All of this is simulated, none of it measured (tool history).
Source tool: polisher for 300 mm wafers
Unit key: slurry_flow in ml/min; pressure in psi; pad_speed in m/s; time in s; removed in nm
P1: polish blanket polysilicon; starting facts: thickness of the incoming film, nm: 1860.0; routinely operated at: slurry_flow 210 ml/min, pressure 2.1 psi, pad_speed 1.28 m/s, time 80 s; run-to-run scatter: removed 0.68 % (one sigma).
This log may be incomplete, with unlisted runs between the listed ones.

run 1 day=0.671 | slurry_flow=210 pressure=2.1 pad_speed=1.28 time=80 | removed=722.23
run 2 day=1.058 | slurry_flow=210 pressure=2.1 pad_speed=1.28 time=80 | removed=728.35
run 3 day=1.738 | slurry_flow=210 pressure=2.1 pad_speed=1.92 time=80 | removed=1083.3
run 4 day=2.142 | slurry_flow=210 pressure=2.7 pad_speed=1.28 time=80 | removed=943.12
run 5 day=2.592 | slurry_flow=210 pressure=2.1 pad_speed=0.9 time=80 | removed=513.14
run 6 day=2.942 | slurry_flow=210 pressure=2.1 pad_speed=1.28 time=120 | removed=1098.7
run 7 day=3.633 | slurry_flow=210 pressure=2.1 pad_speed=1.28 time=80 | removed=722.03
run 8 day=4.3 | slurry_flow=210 pressure=2.1 pad_speed=1.28 time=80 | removed=735.25
run 9 day=4.867 | slurry_flow=210 pressure=2.1 pad_speed=1.28 time=80 | removed=722.65
run 10 day=5.354 | slurry_flow=210 pressure=2.1 pad_speed=1.28 time=44 | removed=401.4
run 11 day=5.821 | slurry_flow=285 pressure=2.8 pad_speed=1.28 time=80 | removed=1007.8
run 12 day=6.225 | slurry_flow=270 pressure=2.1 pad_speed=1.28 time=80 | removed=743.85
run 13 day=6.775 | slurry_flow=125 pressure=2.1 pad_speed=1.28 time=80 | removed=664.86
run 14 day=7.221 | slurry_flow=210 pressure=0.9 pad_speed=1.28 time=80 | removed=311.27
run 15 day=7.812 | slurry_flow=210 pressure=2.1 pad_speed=1.28 time=80 | removed=730.76
run 16 day=8.396 | slurry_flow=210 pressure=2.1 pad_speed=1.28 time=80 | removed=702.78
run 17 day=8.717 | slurry_flow=210 pressure=2.1 pad_speed=1.28 time=80 | removed=700.21
run 18 day=9.238 | slurry_flow=210 pressure=2.1 pad_speed=1.28 time=80 | removed=694.5
run 19 day=9.817 | slurry_flow=210 pressure=2.1 pad_speed=1.28 time=80 | removed=684.32
run 20 day=10.171 | slurry_flow=210 pressure=2.1 pad_speed=1.28 time=80 | removed=682.12
-- day=10.271 head pressure recalibrated
run 21 day=10.521 | slurry_flow=210 pressure=2.1 pad_speed=1.28 time=80 | removed=671.46
run 22 day=11.104 | slurry_flow=210 pressure=2.1 pad_speed=1.28 time=80 | removed=671.5
run 23 day=11.8 | slurry_flow=210 pressure=2.1 pad_speed=1.28 time=80 | removed=680.1

Compared with where it was, what P1 gives has crept away. Each cause listed below fits the log as well as the rest, at the size given for it:
A: slurry flow missing at the pad, % = 37.8
B: removal rate lost through wear of the pad, % = 7.23
The onset of the drift is placed at about day 7.812.
All other causes, with the reason each is excluded:
head's pressure below its setpoint, %: its service at day 10.271 followed the start of the drift and did not put the process back to its old value

You are offered 4 check runs, listed below with question marks in place of their results; each one averages 2 wafers. Which run separates the listed causes by giving clearly different results for each?
run check 1 day=12.496 | slurry_flow=210 pressure=2.1 pad_speed=1.72 time=44 | removed=?
run check 2 day=12.496 | slurry_flow=210 pressure=1.3 pad_speed=1.28 time=114 | removed=?
run check 3 day=12.496 | slurry_flow=130 pressure=2.1 pad_speed=0.96 time=80 | removed=?
run check 4 day=12.496 | slurry_flow=210 pressure=2.1 pad_speed=1.9 time=80 | removed=?

Check results expected under each cause:
check=check_1 result=removed if_A=499.23 if_B=499.24
check=check_2 result=removed if_A=595.88 if_B=595.89
check=check_3 result=removed if_A=450.71 if_B=469.55
check=check_4 result=removed if_A=1002.7 if_B=1002.7
Per check, the gap between the least separated pair of causes, taken in the result that splits them most: check 1 0 %; check 2 0 %; check 3 4.1 %; check 4 0 %
The causes can be told apart only by check 3. The other checks would give nearly the same results under each of them.

With check 3 done, the readings were: removed 455.67 nm. Identify which of the listed causes applies.

The cause is A: slurry flow missing at the pad, %.
